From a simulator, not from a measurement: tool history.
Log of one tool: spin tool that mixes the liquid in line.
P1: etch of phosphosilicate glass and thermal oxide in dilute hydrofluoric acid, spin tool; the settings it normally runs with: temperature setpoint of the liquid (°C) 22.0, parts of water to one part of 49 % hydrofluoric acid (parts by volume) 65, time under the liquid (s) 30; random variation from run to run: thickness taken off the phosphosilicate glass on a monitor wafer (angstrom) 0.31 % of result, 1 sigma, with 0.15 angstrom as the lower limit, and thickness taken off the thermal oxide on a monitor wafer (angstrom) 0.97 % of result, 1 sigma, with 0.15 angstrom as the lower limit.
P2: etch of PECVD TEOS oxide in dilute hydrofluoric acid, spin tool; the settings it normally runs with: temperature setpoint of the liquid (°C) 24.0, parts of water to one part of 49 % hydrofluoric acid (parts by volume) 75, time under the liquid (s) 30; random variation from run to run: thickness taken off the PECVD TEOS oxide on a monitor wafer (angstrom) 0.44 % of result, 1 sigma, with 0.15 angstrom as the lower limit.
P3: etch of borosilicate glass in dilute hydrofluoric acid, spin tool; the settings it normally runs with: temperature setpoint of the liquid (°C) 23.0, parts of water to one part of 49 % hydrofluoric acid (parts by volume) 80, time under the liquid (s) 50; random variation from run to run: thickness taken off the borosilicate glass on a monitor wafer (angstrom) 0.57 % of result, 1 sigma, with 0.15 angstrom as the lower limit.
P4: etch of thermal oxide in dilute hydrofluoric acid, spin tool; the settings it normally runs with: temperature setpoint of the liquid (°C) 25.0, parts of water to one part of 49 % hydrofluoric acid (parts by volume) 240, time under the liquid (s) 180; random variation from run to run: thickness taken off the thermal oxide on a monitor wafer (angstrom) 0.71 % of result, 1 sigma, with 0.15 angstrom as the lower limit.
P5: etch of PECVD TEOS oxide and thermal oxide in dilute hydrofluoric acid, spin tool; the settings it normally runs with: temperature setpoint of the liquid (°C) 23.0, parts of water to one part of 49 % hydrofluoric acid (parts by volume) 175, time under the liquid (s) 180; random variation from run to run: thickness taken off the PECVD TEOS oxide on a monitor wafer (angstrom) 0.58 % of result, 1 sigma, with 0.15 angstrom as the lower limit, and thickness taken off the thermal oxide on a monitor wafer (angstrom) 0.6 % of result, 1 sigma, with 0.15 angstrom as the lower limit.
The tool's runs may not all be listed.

run	hour	process that ran	temperature setpoint of the liquid (°C)	parts of water to one part of 49 % hydrofluoric acid (parts by volume)	time under the liquid (s)	thickness taken off the phosphosilicate glass on a monitor wafer (angstrom)	thickness taken off the thermal oxide on a monitor wafer (angstrom)	thickness taken off the PECVD TEOS oxide on a monitor wafer (angstrom)	thickness taken off the borosilicate glass on a monitor wafer (angstrom)
1	9.0	P1	22.0	65	30	302.990	22.0750		
2	23.5	P4	25.0	240	85		14.6220		
3	37.8	P1	22.0	115	15	80.951	6.1408		
4	48.6	P5	18.0	175	180		35.1750	62.897	
5	60.7	P4	25.0	240	180		30.9180		
6	73.1	P3	23.0	30	50				610.26
7	86.8	P1	17.0	65	30	245.560	18.0580		
8	94.1	P1	26.0	65	15	177.030	12.7860		
9	105.6	P3	23.0	80	50				216.44
10	118.5	P4	33.5	240	180		40.9960		
11	125.3	P2	24.0	75	30			106.950	
12	136.8	P3	17.0	80	50				167.43
13	152.0	P1	30.0	65	30	420.590	30.1760		
14	167.0	P1	22.0	65	30	304.500	22.2670		
15	178.6	P3	23.0	80	50				217.31
16	189.6	P1	22.0	65	30	302.140	22.1010		
17	201.5	P4	25.0	240	180		30.6000		
18	209.6	P4	25.0	430	180		14.2270		
19	217.4	P2	24.0	20	30			430.040	
20	229.9	P2	17.5	75	30			81.621	
21	242.7	P1	22.0	65	15	150.920	11.1850		
22	251.9	P5	23.0	175	180		43.4910	76.376	
23	266.1	P1	22.0	65	30	303.770	22.1440		
24	281.1	P1	22.0	115	30	161.030	11.9000		
25	293.5	P3	23.0	80	85				360.76
26	305.6	P1	22.0	65	50	503.890	37.0770		
27	319.2	P5	23.0	175	320		76.5860	137.070	

For run 28, what comes out?
28	327.8	P1	22.0	20	30	?	?		

thickness taken off the phosphosilicate glass on a monitor wafer (angstrom): 1038.900
thickness taken off the thermal oxide on a monitor wafer (angstrom): 76.6090
